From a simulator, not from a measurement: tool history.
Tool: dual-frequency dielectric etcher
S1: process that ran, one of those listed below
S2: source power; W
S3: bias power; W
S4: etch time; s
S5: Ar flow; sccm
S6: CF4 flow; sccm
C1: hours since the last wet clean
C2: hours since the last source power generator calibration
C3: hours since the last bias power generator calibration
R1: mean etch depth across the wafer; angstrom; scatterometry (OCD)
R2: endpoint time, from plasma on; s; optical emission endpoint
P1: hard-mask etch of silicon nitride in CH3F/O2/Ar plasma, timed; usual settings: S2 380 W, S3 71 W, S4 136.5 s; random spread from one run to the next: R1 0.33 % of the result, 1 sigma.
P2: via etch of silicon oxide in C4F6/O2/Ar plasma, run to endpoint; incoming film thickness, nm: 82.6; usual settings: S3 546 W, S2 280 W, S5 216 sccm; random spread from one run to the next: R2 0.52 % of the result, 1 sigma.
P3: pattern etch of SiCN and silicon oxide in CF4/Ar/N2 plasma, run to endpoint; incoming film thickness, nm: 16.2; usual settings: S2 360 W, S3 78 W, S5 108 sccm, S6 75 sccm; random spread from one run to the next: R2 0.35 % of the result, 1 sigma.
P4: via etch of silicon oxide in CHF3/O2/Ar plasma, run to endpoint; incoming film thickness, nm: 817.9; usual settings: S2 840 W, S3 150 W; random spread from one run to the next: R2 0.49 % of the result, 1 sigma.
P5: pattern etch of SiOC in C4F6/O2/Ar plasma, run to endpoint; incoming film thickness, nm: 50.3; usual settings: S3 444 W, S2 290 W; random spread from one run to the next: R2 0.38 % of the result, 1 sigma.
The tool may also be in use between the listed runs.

run   hour  S1   S2   S3     S4   S5  S6     C1      C2      C3       R1       R2
  1    4.1  P1  380   71  136.5           278.9  3474.3  1940.3   958.93
  2    7.9  P4  680  150                  282.7  3478.1  1944.1           411.570
  3   10.6  P1  480   71  136.5           285.4  3480.8  1946.8  1043.50
  4   13.5  P1  380   71  136.5           288.3  3483.7  1949.7   952.29
  5   17.9  P3  360   78         130  75  292.7  3488.1  1954.1            23.234
  6   22.4  P1  380   71   83.5           297.2  3492.6  1958.6   585.93
  7   27.6  P3  360   78         108  75  302.4  3497.8  1963.8            22.614
      30.6  -- bias power generator calibrated
  8   32.7  P4  840   87                  307.5  3502.9     2.2           450.510
  9   37.3  P1  380   71  170.0           312.1  3507.5     6.8  1187.20
 10   41.2  P2  180  546         216      316.0  3511.4    10.7            22.340
 11   43.9  P1  380   71  136.5           318.7  3514.1    13.4   961.16
 12   47.0  P2  280  546         216      321.8  3517.2    16.5            18.814
      47.8  -- wet clean of the chamber
 13   49.6  P1  230   96  136.5             1.8  3519.8    19.1   884.96
 14   54.2  P1  380   71  136.5             6.4  3524.4    23.7   957.85
 15   56.7  P2  280  546         272        8.9  3526.9    26.2            19.414
 16   60.1  P3  360  110         108  75   12.3  3530.3    29.6            19.914
 17   65.0  P4  840  150                   17.2  3535.2    34.5           384.650
 18   69.3  P1  380   86  136.5            21.5  3539.5    38.8  1017.40
 19   74.6  P5  290  601                   26.8  3544.8    44.1            17.365
 20   79.6  P5  230  444                   31.8  3549.8    49.1            21.208
 21   83.7  P5  290  444                   35.9  3553.9    53.2            19.413
 22   88.1  P1  280   57  136.5            40.3  3558.3    57.6   798.19
 23   92.3  P3  360   78         108  59   44.5  3562.5    61.8            23.379
 24   97.9  P1  380   45  136.5            50.1  3568.1    67.4   819.42
 25  101.2  P1  500   71   94.5            53.4  3571.4    70.7   740.58
 26  103.6  P2  280  644         216       55.8  3573.8    73.1            17.827
 27  106.8  P3  430   78         108  75   59.0  3577.0    76.3            19.251
 28  109.3  P1  250   71  136.5            61.5  3579.5    78.8   823.15
 29  114.8  P1  380   71  136.5            67.0  3585.0    84.3   954.73
 30  119.0  P1  380   71  136.5            71.2  3589.2    88.5   970.63
 31  123.7  P1  380   71  136.5            75.9  3593.9    93.2   968.84
 32  128.3  P1  380   71  136.5            80.5  3598.5    97.8   972.72
     131.3  -- wet clean of the chamber
 33  132.5  P1  380   71  136.5             1.2  3602.7   102.0   968.17
 34  137.3  P1  380   71  136.5             6.0  3607.5   106.8   972.69
 35  140.7  P1  380   71  136.5             9.4  3610.9   110.2   973.92

What P1 gives has crept away from where it was. These 2 causes fit the log equally well, each at the size given:
A: source power that arrives over what is set, % = 4.51
B: bias power that arrives over what is set, % = 4.96
Onset of the creep was near hour 114.8.
Ruled out, with reasons:
chamber walls in a state that raises the etch rate, %: serviced at hour 131.3, after the change had begun; the process did not return to its earlier output

You are offered 4 check runs, listed below with question marks in place of their results; each one averages 2 wafers. Which run separates the listed causes by giving clearly different results for each?
check 1  144.1  P4  840  150                                ?
check 2  144.1  P5  290  444                                ?
check 3  144.1  P3  360   78      108  75                   ?
check 4  144.1  P2  280  546      216                       ?

Outcome of each check run for each possible cause:
  check  result     if A     if B
check 1      R2  374.510  375.210
check 2      R2   19.100   19.065
check 3      R2   21.710   22.189
check 4      R2   18.556   18.508
Gap, in per cent, between the two causes that each check separates least, read from the result that separates them most: check 1 0.19 %; check 2 0.18 %; check 3 2.18 %; check 4 0.26 %
Check 3 is the one run that separates the causes; every other check would come out nearly the same whichever cause is at work.

After running check 3, the following was obtained: R2 21.685 s. Which cause does this point to?

It is A: source power that arrives over what is set, %.
